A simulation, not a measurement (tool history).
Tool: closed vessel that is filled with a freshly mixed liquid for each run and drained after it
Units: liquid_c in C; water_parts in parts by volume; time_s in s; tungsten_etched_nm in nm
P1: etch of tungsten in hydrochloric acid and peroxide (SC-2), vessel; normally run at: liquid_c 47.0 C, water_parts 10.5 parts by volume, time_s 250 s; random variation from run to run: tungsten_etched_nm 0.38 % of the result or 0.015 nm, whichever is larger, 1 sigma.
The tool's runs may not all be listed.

run  hour  liquid_c  water_parts  time_s  hours since the thermometer was replaced  hours since the chemicals flow meter was replaced  hours since the drum of peroxide was connected  tungsten_etched_nm
  1   3.4      47.0         10.5     250                                     531.7                                              272.5                                           310.8             22.4680
  2   6.3      47.0         10.5     250                                     534.6                                              275.4                                           313.7             22.3830
  3   9.7      47.0         10.5     250                                     538.0                                              278.8                                           317.1             22.3940
     12.2  -- chemicals flow meter replaced
  4  13.8      47.0         10.5      35                                     542.1                                                1.7                                           321.2              3.1445
  5  17.2      47.0         10.5     250                                     545.5                                                5.1                                           324.6             22.5290
  6  19.3      47.0          4.0     250                                     547.6                                                7.2                                           326.7             47.0010
  7  23.1      47.0         17.0     415                                     551.4                                               11.0                                           330.5             24.4600
     25.6  -- new drum of peroxide connected
  8  25.7      47.0          7.0     460                                     554.0                                               13.6                                             0.1             56.9590
  9  30.0      47.0         10.5     420                                     558.3                                               17.9                                             4.4             37.7300
 10  33.0      47.0         10.5     250                                     561.3                                               20.9                                             7.4             22.3880
 11  37.0      35.0         10.5     250                                     565.3                                               24.9                                            11.4              9.6239
 12  40.1      59.5         10.5     250                                     568.4                                               28.0                                            14.5             50.6380
 13  43.0      56.0         10.5      40                                     571.3                                               30.9                                            17.4              6.4373
 14  47.3      47.0         19.0     250                                     575.6                                               35.2                                            21.7             13.3170
 15  50.7      47.0         10.5     250                                     579.0                                               38.6                                            25.1             22.5150
 16  54.5      47.0         10.5     250                                     582.8                                               42.4                                            28.9             22.3250
 17  58.0      47.0         10.5     250                                     586.3                                               45.9                                            32.4             23.0710
 18  60.9      47.0         10.5     250                                     589.2                                               48.8                                            35.3             23.6150
 19  63.7      47.0         10.5     250                                     592.0                                               51.6                                            38.1             23.9720
 20  66.9      47.0         10.5     250                                     595.2                                               54.8                                            41.3             23.9900
 21  69.2      47.0         10.5     250                                     597.5                                               57.1                                            43.6             24.4090
 22  71.6      47.0         10.5     250                                     599.9                                               59.5                                            46.0             24.5860
 23  74.2      47.0         10.5     250                                     602.5                                               62.1                                            48.6             24.3420
 24  78.4      47.0         10.5     250                                     606.7                                               66.3                                            52.8             24.4020
 25  82.1      47.0         10.5     250                                     610.4                                               70.0                                            56.5             24.5900
 26  85.9      47.0         10.5     250                                     614.2                                               73.8                                            60.3             24.5780

What P1 gives has crept away from where it was. These 2 causes fit the log equally well, each at the size given:
A: chemicals flow above the setpoint (%) = 11.3
B: liquid hotter than its thermometer reads (K) = 1.32
The creep began at about hour 54.5.
Why every other cause is out:
peroxide weaker than its label (%): at most 8, which would move tungsten_etched_nm by -7.4 %: too little, or the wrong way

4 check runs are offered, each on 2 wafers whose results are averaged, their results left as question marks. Which one tells the causes apart?
check 1  89.7      53.5         10.5     250                                                                                                                                                                ?
check 2  89.7      39.5         10.5     250                                                                                                                                                                ?
check 3  89.7      47.0         18.0     250                                                                                                                                                                ?
check 4  89.7      36.5          4.0     250                                                                                                                                                                ?

What each check would give under each cause:
  check              result     if A     if B
check 1  tungsten_etched_nm  37.8290  37.7030
check 2  tungsten_etched_nm  14.5650  14.6300
check 3  tungsten_etched_nm  15.4400  15.3400
check 4  tungsten_etched_nm  23.9930  24.6090
How far apart the two closest causes lie, in the result that separates them most: check 1 0.33 %; check 2 0.45 %; check 3 0.65 %; check 4 2.54 %
Check 4 tells the causes apart: in the others they would give nearly the same result.

Check 4 was then run and gave: tungsten_etched_nm 23.9280 nm. Which cause is it?

It is A: chemicals flow above the setpoint (%).

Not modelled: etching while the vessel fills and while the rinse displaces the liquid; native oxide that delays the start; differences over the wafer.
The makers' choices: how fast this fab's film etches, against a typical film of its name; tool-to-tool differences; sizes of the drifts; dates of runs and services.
